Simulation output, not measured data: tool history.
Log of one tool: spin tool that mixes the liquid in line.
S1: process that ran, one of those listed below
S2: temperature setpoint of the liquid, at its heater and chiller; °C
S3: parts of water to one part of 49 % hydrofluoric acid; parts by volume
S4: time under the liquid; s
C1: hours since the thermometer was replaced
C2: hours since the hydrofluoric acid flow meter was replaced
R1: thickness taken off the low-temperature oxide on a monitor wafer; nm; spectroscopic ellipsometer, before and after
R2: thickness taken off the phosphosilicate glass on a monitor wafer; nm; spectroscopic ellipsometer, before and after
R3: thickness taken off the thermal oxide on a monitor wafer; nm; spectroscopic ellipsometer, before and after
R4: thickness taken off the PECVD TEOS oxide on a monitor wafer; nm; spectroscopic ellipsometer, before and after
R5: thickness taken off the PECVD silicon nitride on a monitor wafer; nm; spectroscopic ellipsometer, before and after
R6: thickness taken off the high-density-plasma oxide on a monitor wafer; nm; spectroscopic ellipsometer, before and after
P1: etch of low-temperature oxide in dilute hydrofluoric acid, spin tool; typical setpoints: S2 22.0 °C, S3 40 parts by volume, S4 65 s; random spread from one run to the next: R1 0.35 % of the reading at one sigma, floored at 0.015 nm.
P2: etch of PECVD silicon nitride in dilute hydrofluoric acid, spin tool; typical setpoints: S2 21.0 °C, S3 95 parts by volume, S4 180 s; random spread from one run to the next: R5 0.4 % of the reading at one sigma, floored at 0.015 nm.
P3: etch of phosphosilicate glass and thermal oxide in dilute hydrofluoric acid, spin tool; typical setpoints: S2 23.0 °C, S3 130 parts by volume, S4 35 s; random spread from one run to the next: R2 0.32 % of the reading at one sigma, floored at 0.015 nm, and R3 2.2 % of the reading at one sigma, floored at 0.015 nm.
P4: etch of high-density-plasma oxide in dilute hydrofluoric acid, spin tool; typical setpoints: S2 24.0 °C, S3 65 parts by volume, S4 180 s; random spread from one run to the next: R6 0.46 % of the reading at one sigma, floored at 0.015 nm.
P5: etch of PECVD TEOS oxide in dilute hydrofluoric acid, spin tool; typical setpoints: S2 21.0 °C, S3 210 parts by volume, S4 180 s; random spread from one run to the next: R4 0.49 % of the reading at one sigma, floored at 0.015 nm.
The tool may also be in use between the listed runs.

run     day  S1    S2   S3   S4      C1     C2       R1       R2       R3      R4       R5      R6
  1   0.425  P1  22.0   40   65  1990.8  378.3  20.5550
  2   0.950  P3  23.0  130   55  2003.4  390.9            58.376  1.77180
  3   1.429  P5  21.0  210  260  2014.9  402.4                             19.230
  4   1.883  P1  22.0   25  110  2025.8  413.3  56.9090
  5   2.496  P1  22.0   40   15  2040.5  428.0   4.7926
  6   3.158  P2  29.0   95  180  2056.4  443.9                                     11.5340
  7   3.683  P1  29.0   40   65  2069.0  456.5  27.7150
  8   4.338  P1  17.0   40   65  2084.7  472.2  16.7480
  9   4.829  P1  22.0   20   65  2096.5  484.0  42.4900
 10   5.250  P4  24.0   65  180  2106.6  494.1                                              18.427
 11   5.904  P2  21.0   95   60  2122.3  509.8                                      2.2746
 12   6.229  P4  24.0   65  270  2130.1  517.6                                              27.846
 13   6.642  P1  22.0   40   65  2140.0  527.5  20.7490
 14   7.075  P5  26.5  210  180  2150.4  537.9                             16.190
 15   7.492  P4  28.5   65  180  2160.4  547.9                                              22.050
 16   7.938  P3  23.0   25   35  2171.1  558.6           219.820  6.69000
 17   8.271  P4  24.0   25  180  2179.1  566.6                                              50.941
 18   8.888  P3  17.0  130   35  2193.9  581.4            28.987  0.86178
      9.275  -- hydrofluoric acid flow meter replaced
 19   9.512  P1  22.0   40   65  2208.9    5.8  20.6740
 20  10.146  P5  21.0  210  180  2224.1   21.0                             13.169
 21  10.679  P1  22.0   40   65  2236.9   33.8  20.6430
 22  11.004  P1  26.5   40  125  2244.7   41.6  47.9060
 23  11.383  P5  21.0  210  180  2253.8   50.7                             13.336
 24  12.054  P1  22.0   70   65  2269.9   66.8  11.4740
 25  12.571  P3  23.0  130   35  2282.3   79.2            37.084  1.12920
     13.183  -- thermometer replaced
 26  13.196  P1  22.0   40  110     0.3   94.2  35.3610
 27  13.625  P2  21.0  150  180    10.6  104.5                                      4.3311
 28  13.967  P2  21.0   95  180    18.8  112.7                                      6.7806
 29  14.475  P5  21.0   50  180    31.0  124.9                             66.098
 30  15.042  P1  22.0   40   65    44.6  138.5  20.7390
 31  15.362  P1  22.0   40   65    52.3  146.2  20.0890
 32  15.921  P1  22.0   40   65    65.7  159.6  19.5190
 33  16.388  P1  22.0   40   65    76.9  170.8  19.2320
 34  16.696  P1  22.0   40   65    84.3  178.2  19.0640
 35  17.317  P1  22.0   40   65    99.2  193.1  18.8150
 36  17.938  P1  22.0   40   65   114.1  208.0  18.8470
 37  18.521  P1  22.0   40   65   128.1  222.0  18.6490
 38  19.158  P1  22.0   40   65   143.4  237.3  18.6890

The log shows P1 creeping away from where it was. Any of the 2 causes listed here, at the size stated for it, fits the log just as well as the others:
A: liquid colder than its thermometer reads (K) = 2.37
B: hydrofluoric acid flow below the setpoint (%) = 9.1
The creep began at about day 15.042.

Question marks stand in for the results of the 4 check runs listed below, each run on one wafer. Under which run would the listed causes show clearly different results?
check 1  19.796  P5  25.5  75  180                       ?
check 2  19.796  P3  17.0  35   35               ?   ?
check 3  19.796  P4  27.5  45  180                               ?
check 4  19.796  P2  25.0  95  180                           ?

Check results expected under each cause:
  check  result     if A     if B
check 1      R4   46.839   46.377
check 2      R2  107.700  108.330
check 2      R3  3.25710  3.27600
check 3      R6   28.713   28.551
check 4      R5   7.5843   8.0719
Distance between the nearest two causes, measured in the result of the check that separates them most: check 1 0.99 %; check 2 0.58 %; check 3 0.57 %; check 4 6.23 %
Only in check 4 would the causes give clearly different results; in the remaining checks their results would be nearly the same.

Check 4 has now been run. It gave: R5 7.5871 nm. Which of the candidate causes is it?

Of the candidate causes, it is A: liquid colder than its thermometer reads (K).

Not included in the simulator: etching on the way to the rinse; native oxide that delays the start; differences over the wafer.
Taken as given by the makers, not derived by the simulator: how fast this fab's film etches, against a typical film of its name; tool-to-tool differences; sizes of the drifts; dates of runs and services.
